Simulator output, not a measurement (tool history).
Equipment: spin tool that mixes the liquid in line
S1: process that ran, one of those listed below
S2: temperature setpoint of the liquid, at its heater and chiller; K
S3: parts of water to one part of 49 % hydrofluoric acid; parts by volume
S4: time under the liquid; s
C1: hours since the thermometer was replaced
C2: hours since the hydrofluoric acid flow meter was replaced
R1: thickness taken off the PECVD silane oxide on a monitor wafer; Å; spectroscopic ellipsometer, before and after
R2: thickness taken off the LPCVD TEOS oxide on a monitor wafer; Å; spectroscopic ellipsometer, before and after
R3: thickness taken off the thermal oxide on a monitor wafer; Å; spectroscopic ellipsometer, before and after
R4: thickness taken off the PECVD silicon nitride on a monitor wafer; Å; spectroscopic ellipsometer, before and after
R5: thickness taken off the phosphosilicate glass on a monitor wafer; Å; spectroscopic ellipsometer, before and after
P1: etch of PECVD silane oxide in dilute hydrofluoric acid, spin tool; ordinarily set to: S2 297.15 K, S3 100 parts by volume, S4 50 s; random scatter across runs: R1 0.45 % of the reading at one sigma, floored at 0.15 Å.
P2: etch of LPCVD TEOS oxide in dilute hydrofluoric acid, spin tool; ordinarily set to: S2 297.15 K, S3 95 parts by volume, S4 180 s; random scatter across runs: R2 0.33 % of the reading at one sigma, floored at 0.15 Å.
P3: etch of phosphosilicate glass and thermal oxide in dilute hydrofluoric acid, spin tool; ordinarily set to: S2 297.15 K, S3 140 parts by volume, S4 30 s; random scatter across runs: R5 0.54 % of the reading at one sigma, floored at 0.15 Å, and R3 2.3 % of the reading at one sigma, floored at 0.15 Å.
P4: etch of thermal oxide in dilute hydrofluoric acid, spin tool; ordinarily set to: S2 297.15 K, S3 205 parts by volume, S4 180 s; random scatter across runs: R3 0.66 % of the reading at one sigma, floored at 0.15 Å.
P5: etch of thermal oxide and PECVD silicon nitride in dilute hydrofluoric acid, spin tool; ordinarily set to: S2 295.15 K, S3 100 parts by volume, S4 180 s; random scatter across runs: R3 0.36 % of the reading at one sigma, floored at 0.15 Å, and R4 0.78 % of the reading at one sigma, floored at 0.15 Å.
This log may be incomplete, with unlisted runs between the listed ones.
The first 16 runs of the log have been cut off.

run	hour	S1	S2	S3	S4	C1	C2	R1	R2	R3	R4	R5
17	109.8	P3	297.15	140	30	273.3	349.9			8.8592		418.31
18	116.0	P2	297.15	95	180	279.5	356.1		462.350			
19	123.6	P1	293.15	100	50	287.1	363.7	109.930				
20	131.5	P5	290.15	100	180	295.0	371.6			67.2530	18.755	
21	137.3	P3	297.15	140	60	300.8	377.4			17.4820		835.87
22	142.2	P2	290.15	95	180	305.7	382.3		345.700			
23	150.3	P1	297.15	100	50	313.8	390.4	128.340				
24	155.3	P3	290.15	140	30	318.8	395.4			7.1782		315.27
25	161.6	P1	301.65	100	50	325.1	401.7	152.860				
26	169.3	P2	297.15	95	35	332.8	409.4		90.264			
27	177.7	P5	295.15	160	180	341.2	417.8			47.7240	16.848	

Forecast run 28:
28	182.0	P3	297.15	140	30	345.5	422.1			?		?

{"run 28": {"R3": 8.8411, "R5": 418.92}}
